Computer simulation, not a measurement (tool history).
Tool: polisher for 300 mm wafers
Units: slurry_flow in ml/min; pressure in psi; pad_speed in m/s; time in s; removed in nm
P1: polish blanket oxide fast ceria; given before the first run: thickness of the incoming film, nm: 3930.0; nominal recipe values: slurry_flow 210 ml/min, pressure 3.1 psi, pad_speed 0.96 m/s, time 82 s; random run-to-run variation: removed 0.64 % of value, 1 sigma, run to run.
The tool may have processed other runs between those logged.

run,hour,slurry_flow,pressure,pad_speed,time,wafers polished on this pad,hours since the slurry nozzle was cleaned,hours since the head pressure was calibrated,removed
1,7.5,210,3.1,0.96,82,428,305.8,187.6,1388.9
2,16.3,210,3.1,0.96,82,494,314.6,196.4,1378
# hour 29: worn pad replaced by a new one
3,29.7,210,3.1,1.36,82,5,328,209.8,1959.5
4,38.7,210,3.1,0.96,110,73,337,218.8,1858.2
5,46.9,210,4.9,0.96,82,134,345.2,227,2187.2
6,52.9,270,3.1,1.3,82,179,351.2,233,1912.9
7,66.5,125,3.1,0.96,82,281,364.8,246.6,1270.9
8,73.4,210,1.4,0.96,82,333,371.7,253.5,620.24
9,83.6,125,1.7,0.96,82,409,381.9,263.7,698.84
10,95,210,3.1,0.96,37,495,393.3,275.1,627.84
11,108.1,210,3.1,0.96,82,593,406.4,288.2,1384.7
12,121.5,210,3.1,0.68,82,693,419.8,301.6,981.62
13,132.6,210,3.1,0.96,82,776,430.9,312.7,1386.9
14,140.2,335,3.1,0.96,82,833,438.5,320.3,1455.6
15,153.2,210,3.1,0.96,82,931,451.5,333.3,1389
16,166.4,210,3.1,0.96,82,1030,464.7,346.5,1349
17,176.6,210,3.1,0.96,82,1106,474.9,356.7,1350.1
18,188.3,210,3.1,0.96,82,1194,486.6,368.4,1331.3
19,199.7,210,3.1,0.96,82,1279,498,379.8,1304.9
20,213.3,210,3.1,0.96,82,1381,511.6,393.4,1303.3

What does the tool deliver on the next run?
21,225.2,210,3.1,0.96,82,1470,523.5,405.3,?

Run 21 came out at removed 1291.6 nm.

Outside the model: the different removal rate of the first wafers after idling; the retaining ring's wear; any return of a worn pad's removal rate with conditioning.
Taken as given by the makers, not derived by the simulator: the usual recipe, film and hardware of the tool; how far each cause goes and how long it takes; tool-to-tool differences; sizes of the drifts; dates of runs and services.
